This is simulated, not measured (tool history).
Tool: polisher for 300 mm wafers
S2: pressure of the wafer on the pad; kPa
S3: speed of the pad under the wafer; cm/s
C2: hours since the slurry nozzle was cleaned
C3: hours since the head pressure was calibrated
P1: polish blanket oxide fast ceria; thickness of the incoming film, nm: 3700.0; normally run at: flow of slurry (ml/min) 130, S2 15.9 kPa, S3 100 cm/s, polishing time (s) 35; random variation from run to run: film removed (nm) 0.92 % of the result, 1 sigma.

run 1 hour=12.9 | flow_of_slurry_(ml/min)=130 S2=15.9 S3=100 polishing_time_(s)=35 | wafers_polished_on_this_pad=833 C2=248.2 C3=150.8 | film_removed_(nm)=458.95
run 2 hour=24.2 | flow_of_slurry_(ml/min)=130 S2=15.9 S3=100 polishing_time_(s)=35 | wafers_polished_on_this_pad=944 C2=259.5 C3=162.1 | film_removed_(nm)=456.34
-- hour=37.7 head pressure recalibrated
run 3 hour=37.7 | flow_of_slurry_(ml/min)=130 S2=15.9 S3=100 polishing_time_(s)=35 | wafers_polished_on_this_pad=1076 C2=273 C3=0 | film_removed_(nm)=455.34
run 4 hour=48 | flow_of_slurry_(ml/min)=185 S2=15.9 S3=100 polishing_time_(s)=35 | wafers_polished_on_this_pad=1177 C2=283.3 C3=10.3 | film_removed_(nm)=486.77
run 5 hour=56.5 | flow_of_slurry_(ml/min)=130 S2=15.9 S3=100 polishing_time_(s)=51 | wafers_polished_on_this_pad=1261 C2=291.8 C3=18.8 | film_removed_(nm)=667.78
run 6 hour=67 | flow_of_slurry_(ml/min)=130 S2=24.1 S3=100 polishing_time_(s)=16 | wafers_polished_on_this_pad=1364 C2=302.3 C3=29.3 | film_removed_(nm)=312.22
run 7 hour=78.7 | flow_of_slurry_(ml/min)=130 S2=15.9 S3=60 polishing_time_(s)=35 | wafers_polished_on_this_pad=1479 C2=314 C3=41 | film_removed_(nm)=274.77
run 8 hour=92.5 | flow_of_slurry_(ml/min)=180 S2=15.9 S3=100 polishing_time_(s)=19 | wafers_polished_on_this_pad=1614 C2=327.8 C3=54.8 | film_removed_(nm)=259.73
-- hour=92.6 worn pad replaced by a new one
run 9 hour=107.8 | flow_of_slurry_(ml/min)=130 S2=15.9 S3=158 polishing_time_(s)=35 | wafers_polished_on_this_pad=149 C2=343.1 C3=70.1 | film_removed_(nm)=711.71
run 10 hour=122.2 | flow_of_slurry_(ml/min)=130 S2=15.9 S3=100 polishing_time_(s)=35 | wafers_polished_on_this_pad=290 C2=357.5 C3=84.5 | film_removed_(nm)=451.07
run 11 hour=136.2 | flow_of_slurry_(ml/min)=130 S2=15.9 S3=100 polishing_time_(s)=35 | wafers_polished_on_this_pad=427 C2=371.5 C3=98.5 | film_removed_(nm)=450.69
run 12 hour=151.5 | flow_of_slurry_(ml/min)=80 S2=15.9 S3=100 polishing_time_(s)=35 | wafers_polished_on_this_pad=578 C2=386.8 C3=113.8 | film_removed_(nm)=409.41
run 13 hour=164.7 | flow_of_slurry_(ml/min)=130 S2=15.9 S3=100 polishing_time_(s)=19 | wafers_polished_on_this_pad=707 C2=400 C3=127 | film_removed_(nm)=243.1
run 14 hour=179.2 | flow_of_slurry_(ml/min)=130 S2=8.3 S3=100 polishing_time_(s)=35 | wafers_polished_on_this_pad=849 C2=414.5 C3=141.5 | film_removed_(nm)=237.65
run 15 hour=192.8 | flow_of_slurry_(ml/min)=130 S2=24.1 S3=100 polishing_time_(s)=35 | wafers_polished_on_this_pad=983 C2=428.1 C3=155.1 | film_removed_(nm)=689.14
run 16 hour=203.8 | flow_of_slurry_(ml/min)=130 S2=15.9 S3=100 polishing_time_(s)=35 | wafers_polished_on_this_pad=1091 C2=439.1 C3=166.1 | film_removed_(nm)=454.54
run 17 hour=217.2 | flow_of_slurry_(ml/min)=130 S2=15.9 S3=100 polishing_time_(s)=35 | wafers_polished_on_this_pad=1222 C2=452.5 C3=179.5 | film_removed_(nm)=441.85
run 18 hour=229.1 | flow_of_slurry_(ml/min)=130 S2=15.9 S3=100 polishing_time_(s)=35 | wafers_polished_on_this_pad=1339 C2=464.4 C3=191.4 | film_removed_(nm)=440.96
run 19 hour=243.2 | flow_of_slurry_(ml/min)=130 S2=15.9 S3=100 polishing_time_(s)=35 | wafers_polished_on_this_pad=1477 C2=478.5 C3=205.5 | film_removed_(nm)=430.51
run 20 hour=251.3 | flow_of_slurry_(ml/min)=130 S2=15.9 S3=100 polishing_time_(s)=35 | wafers_polished_on_this_pad=1557 C2=486.6 C3=213.6 | film_removed_(nm)=424.2
run 21 hour=263.7 | flow_of_slurry_(ml/min)=130 S2=15.9 S3=100 polishing_time_(s)=35 | wafers_polished_on_this_pad=1679 C2=499 C3=226 | film_removed_(nm)=424.86
run 22 hour=278.3 | flow_of_slurry_(ml/min)=130 S2=15.9 S3=100 polishing_time_(s)=35 | wafers_polished_on_this_pad=1822 C2=513.6 C3=240.6 | film_removed_(nm)=429.96
-- hour=290.7 worn pad replaced by a new one
run 23 hour=292.7 | flow_of_slurry_(ml/min)=130 S2=15.9 S3=100 polishing_time_(s)=35 | wafers_polished_on_this_pad=19 C2=528 C3=255 | film_removed_(nm)=420.17
run 24 hour=303.1 | flow_of_slurry_(ml/min)=130 S2=15.9 S3=100 polishing_time_(s)=35 | wafers_polished_on_this_pad=121 C2=538.4 C3=265.4 | film_removed_(nm)=423.71
run 25 hour=311.9 | flow_of_slurry_(ml/min)=130 S2=15.9 S3=100 polishing_time_(s)=35 | wafers_polished_on_this_pad=208 C2=547.2 C3=274.2 | film_removed_(nm)=419.82
run 26 hour=322.2 | flow_of_slurry_(ml/min)=130 S2=15.9 S3=100 polishing_time_(s)=35 | wafers_polished_on_this_pad=309 C2=557.5 C3=284.5 | film_removed_(nm)=424.82
run 27 hour=330.8 | flow_of_slurry_(ml/min)=130 S2=15.9 S3=100 polishing_time_(s)=35 | wafers_polished_on_this_pad=393 C2=566.1 C3=293.1 | film_removed_(nm)=427.65

What P1 gives has crept away from where it was. These 2 causes fit the log equally well, each at the size given:
A: head's pressure below its setpoint, % = 7.14
B: slurry flow missing at the pad, % = 27.6
The creep began at about hour 203.8.
Why every other cause is out:
removal rate lost through wear of the pad, %: serviced at hour 290.7, which brought nothing back

4 check runs are offered, each on 3 wafers whose results are averaged, their results left as question marks. Which one tells the causes apart?
run check 1 hour=339.4 | flow_of_slurry_(ml/min)=130 S2=24.1 S3=100 polishing_time_(s)=35 | film_removed_(nm)=?
run check 2 hour=339.4 | flow_of_slurry_(ml/min)=130 S2=10.3 S3=100 polishing_time_(s)=35 | film_removed_(nm)=?
run check 3 hour=339.4 | flow_of_slurry_(ml/min)=130 S2=15.9 S3=156 polishing_time_(s)=25 | film_removed_(nm)=?
run check 4 hour=339.4 | flow_of_slurry_(ml/min)=80 S2=15.9 S3=100 polishing_time_(s)=35 | film_removed_(nm)=?

What each check would give under each cause:
check=check_1 result=film_removed_(nm) if_A=644.29 if_B=644.36
check=check_2 result=film_removed_(nm) if_A=276.12 if_B=276.16
check=check_3 result=film_removed_(nm) if_A=471.78 if_B=471.83
check=check_4 result=film_removed_(nm) if_A=375.53 if_B=361.42
How far apart the two closest causes lie, in the result that separates them most: check 1 0.01 %; check 2 0.01 %; check 3 0.01 %; check 4 3.83 %
Check 4 tells the causes apart: in the others they would give nearly the same result.

Then check 4 was run and gave: film removed (nm) 375.97. Which cause is it?

It is A: head's pressure below its setpoint, %.
